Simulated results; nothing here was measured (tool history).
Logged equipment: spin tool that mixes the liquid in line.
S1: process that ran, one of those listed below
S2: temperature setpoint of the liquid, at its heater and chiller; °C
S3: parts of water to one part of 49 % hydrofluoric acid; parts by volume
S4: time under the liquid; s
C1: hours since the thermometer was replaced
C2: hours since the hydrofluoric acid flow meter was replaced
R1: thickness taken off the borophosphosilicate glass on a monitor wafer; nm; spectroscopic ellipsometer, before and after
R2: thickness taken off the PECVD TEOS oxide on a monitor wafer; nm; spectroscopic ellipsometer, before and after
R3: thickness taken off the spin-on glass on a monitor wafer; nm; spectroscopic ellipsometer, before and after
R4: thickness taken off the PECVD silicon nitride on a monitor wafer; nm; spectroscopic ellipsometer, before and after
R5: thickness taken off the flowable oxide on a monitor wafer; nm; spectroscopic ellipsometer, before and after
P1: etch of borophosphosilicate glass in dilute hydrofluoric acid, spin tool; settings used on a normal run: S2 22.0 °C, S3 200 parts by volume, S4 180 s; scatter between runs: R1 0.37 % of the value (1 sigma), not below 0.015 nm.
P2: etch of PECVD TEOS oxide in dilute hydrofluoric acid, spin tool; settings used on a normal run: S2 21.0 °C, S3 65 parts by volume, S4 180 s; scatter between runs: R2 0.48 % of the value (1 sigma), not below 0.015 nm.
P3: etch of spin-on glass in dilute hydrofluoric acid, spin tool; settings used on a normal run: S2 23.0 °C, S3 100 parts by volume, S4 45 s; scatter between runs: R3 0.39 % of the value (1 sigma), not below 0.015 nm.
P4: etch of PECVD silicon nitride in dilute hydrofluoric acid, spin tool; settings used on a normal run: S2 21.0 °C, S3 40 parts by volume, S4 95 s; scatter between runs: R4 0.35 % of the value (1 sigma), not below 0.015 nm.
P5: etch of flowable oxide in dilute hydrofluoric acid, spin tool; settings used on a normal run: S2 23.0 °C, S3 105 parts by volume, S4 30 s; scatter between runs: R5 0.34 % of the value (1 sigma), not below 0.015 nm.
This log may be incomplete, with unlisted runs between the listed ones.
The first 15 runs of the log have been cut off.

run	hour	S1	S2	S3	S4	C1	C2	R1	R2	R3	R4	R5
16	77.5	P3	23.0	100	75	1359.9	209.5			28.913		
17	81.3	P1	22.0	200	180	1363.7	213.3	31.1020				
18	87.0	P1	22.0	200	180	1369.4	219.0	31.2950				
19	91.8	P1	22.0	200	180	1374.2	223.8	31.1930				
20	98.9	P4	17.0	40	95	1381.3	230.9				8.5904	
21	104.7	P1	22.0	330	180	1387.1	236.7	16.7320				
22	108.3	P5	30.5	105	30	1390.7	240.3					11.9370
23	113.5	P5	23.0	105	30	1395.9	245.5					8.9687
24	119.3	P1	22.0	200	180	1401.7	251.3	30.9670				
25	122.7	P1	22.0	105	180	1405.1	254.7	65.8020				
26	128.2	P2	21.0	65	15	1410.6	260.2		2.5383			
27	132.1	P3	23.0	100	45	1414.5	264.1			17.355		

What will run 28 give?
28	135.7	P5	23.0	165	30	1418.1	267.7					?

Logged for run 28: R5 5.2993 nm.
